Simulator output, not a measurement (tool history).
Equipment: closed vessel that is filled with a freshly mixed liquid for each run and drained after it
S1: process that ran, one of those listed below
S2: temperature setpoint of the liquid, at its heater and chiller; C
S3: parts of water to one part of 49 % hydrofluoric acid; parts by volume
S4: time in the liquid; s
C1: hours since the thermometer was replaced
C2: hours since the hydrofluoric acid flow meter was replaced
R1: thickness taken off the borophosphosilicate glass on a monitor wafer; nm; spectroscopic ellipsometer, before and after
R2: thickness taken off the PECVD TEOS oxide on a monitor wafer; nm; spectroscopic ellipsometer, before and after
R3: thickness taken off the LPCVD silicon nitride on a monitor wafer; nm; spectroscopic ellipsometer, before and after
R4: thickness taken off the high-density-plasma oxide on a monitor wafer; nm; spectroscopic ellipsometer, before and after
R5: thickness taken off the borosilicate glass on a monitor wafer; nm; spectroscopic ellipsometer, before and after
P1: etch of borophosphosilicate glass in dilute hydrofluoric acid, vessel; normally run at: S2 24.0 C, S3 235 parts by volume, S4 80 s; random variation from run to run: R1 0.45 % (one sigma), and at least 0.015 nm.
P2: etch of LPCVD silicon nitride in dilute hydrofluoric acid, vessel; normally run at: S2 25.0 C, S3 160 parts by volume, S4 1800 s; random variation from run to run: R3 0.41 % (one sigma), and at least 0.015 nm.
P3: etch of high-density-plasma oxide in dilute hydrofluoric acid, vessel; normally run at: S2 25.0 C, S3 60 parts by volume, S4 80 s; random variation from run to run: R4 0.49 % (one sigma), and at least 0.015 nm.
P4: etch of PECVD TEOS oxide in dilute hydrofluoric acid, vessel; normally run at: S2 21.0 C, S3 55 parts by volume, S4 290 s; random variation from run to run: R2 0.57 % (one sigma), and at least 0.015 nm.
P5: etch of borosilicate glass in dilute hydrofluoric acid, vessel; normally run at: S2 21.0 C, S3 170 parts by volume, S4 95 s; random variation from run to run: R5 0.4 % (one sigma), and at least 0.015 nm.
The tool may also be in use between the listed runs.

run 1 hour=10.2 | S1=P1 S2=24.0 S3=235 S4=80 | C1=1633.5 C2=665.6 | R1=15.7250
run 2 hour=20.8 | S1=P1 S2=24.0 S3=125 S4=80 | C1=1644.1 C2=676.2 | R1=32.9240
run 3 hour=33.4 | S1=P1 S2=24.0 S3=350 S4=80 | C1=1656.7 C2=688.8 | R1=9.3457
run 4 hour=44.7 | S1=P4 S2=21.0 S3=95 S4=290 | C1=1668.0 C2=700.1 | R2=32.644
run 5 hour=56.1 | S1=P1 S2=28.0 S3=235 S4=80 | C1=1679.4 C2=711.5 | R1=17.9770
run 6 hour=64.1 | S1=P2 S2=25.0 S3=160 S4=1800 | C1=1687.4 C2=719.5 | R3=5.8645
run 7 hour=70.1 | S1=P3 S2=33.0 S3=60 S4=80 | C1=1693.4 C2=725.5 | R4=10.1540
-- hour=76.0 hydrofluoric acid flow meter replaced
run 8 hour=76.4 | S1=P1 S2=24.0 S3=235 S4=30 | C1=1699.7 C2=0.5 | R1=5.8542
run 9 hour=86.0 | S1=P3 S2=25.0 S3=60 S4=80 | C1=1709.3 C2=10.1 | R4=7.3864
run 10 hour=94.9 | S1=P3 S2=25.0 S3=60 S4=130 | C1=1718.2 C2=19.0 | R4=12.1840
run 11 hour=107.8 | S1=P4 S2=28.5 S3=55 S4=290 | C1=1731.1 C2=31.9 | R2=80.142
run 12 hour=117.1 | S1=P5 S2=21.0 S3=170 S4=95 | C1=1740.4 C2=41.2 | R5=10.2520
run 13 hour=122.9 | S1=P4 S2=21.0 S3=55 S4=290 | C1=1746.2 C2=47.0 | R2=59.366
run 14 hour=132.7 | S1=P1 S2=30.5 S3=415 S4=80 | C1=1756.0 C2=56.8 | R1=9.0422
run 15 hour=142.3 | S1=P1 S2=19.5 S3=235 S4=80 | C1=1765.6 C2=66.4 | R1=13.2390
run 16 hour=152.6 | S1=P5 S2=21.0 S3=170 S4=175 | C1=1775.9 C2=76.7 | R5=18.8330
run 17 hour=161.3 | S1=P3 S2=25.0 S3=60 S4=80 | C1=1784.6 C2=85.4 | R4=7.4725
run 18 hour=167.1 | S1=P2 S2=19.0 S3=160 S4=1800 | C1=1790.4 C2=91.2 | R3=3.9468
run 19 hour=179.5 | S1=P1 S2=24.0 S3=235 S4=80 | C1=1802.8 C2=103.6 | R1=15.5540
run 20 hour=192.4 | S1=P1 S2=24.0 S3=235 S4=80 | C1=1815.7 C2=116.5 | R1=15.5590
run 21 hour=203.4 | S1=P5 S2=28.0 S3=170 S4=95 | C1=1826.7 C2=127.5 | R5=13.4110
run 22 hour=213.8 | S1=P1 S2=24.0 S3=235 S4=120 | C1=1837.1 C2=137.9 | R1=23.3410
run 23 hour=221.5 | S1=P3 S2=25.0 S3=100 S4=80 | C1=1844.8 C2=145.6 | R4=4.2121
run 24 hour=228.7 | S1=P2 S2=25.0 S3=100 S4=1800 | C1=1852.0 C2=152.8 | R3=9.4178
run 25 hour=241.0 | S1=P1 S2=24.0 S3=235 S4=80 | C1=1864.3 C2=165.1 | R1=15.6950
run 26 hour=248.0 | S1=P2 S2=25.0 S3=160 S4=3365 | C1=1871.3 C2=172.1 | R3=11.0320
run 27 hour=258.6 | S1=P4 S2=21.0 S3=55 S4=555 | C1=1881.9 C2=182.7 | R2=112.350
run 28 hour=270.4 | S1=P5 S2=21.0 S3=290 S4=95 | C1=1893.7 C2=194.5 | R5=5.3651
run 29 hour=283.0 | S1=P5 S2=21.0 S3=170 S4=95 | C1=1906.3 C2=207.1 | R5=10.3680
run 30 hour=290.8 | S1=P1 S2=24.0 S3=235 S4=80 | C1=1914.1 C2=214.9 | R1=15.6000
run 31 hour=299.5 | S1=P1 S2=24.0 S3=235 S4=80 | C1=1922.8 C2=223.6 | R1=15.5810
run 32 hour=307.5 | S1=P1 S2=24.0 S3=235 S4=80 | C1=1930.8 C2=231.6 | R1=15.9510
run 33 hour=313.3 | S1=P1 S2=24.0 S3=235 S4=80 | C1=1936.6 C2=237.4 | R1=16.0330
run 34 hour=321.1 | S1=P1 S2=24.0 S3=235 S4=80 | C1=1944.4 C2=245.2 | R1=16.2990
run 35 hour=332.3 | S1=P1 S2=24.0 S3=235 S4=80 | C1=1955.6 C2=256.4 | R1=16.2940
run 36 hour=339.9 | S1=P1 S2=24.0 S3=235 S4=80 | C1=1963.2 C2=264.0 | R1=16.4320
run 37 hour=346.2 | S1=P1 S2=24.0 S3=235 S4=80 | C1=1969.5 C2=270.3 | R1=16.2550

Predict the results of run 38:
run 38 hour=359.6 | S1=P1 S2=24.0 S3=235 S4=80 | C1=1982.9 C2=283.7 | R1=?

R1: 16.4920 nm
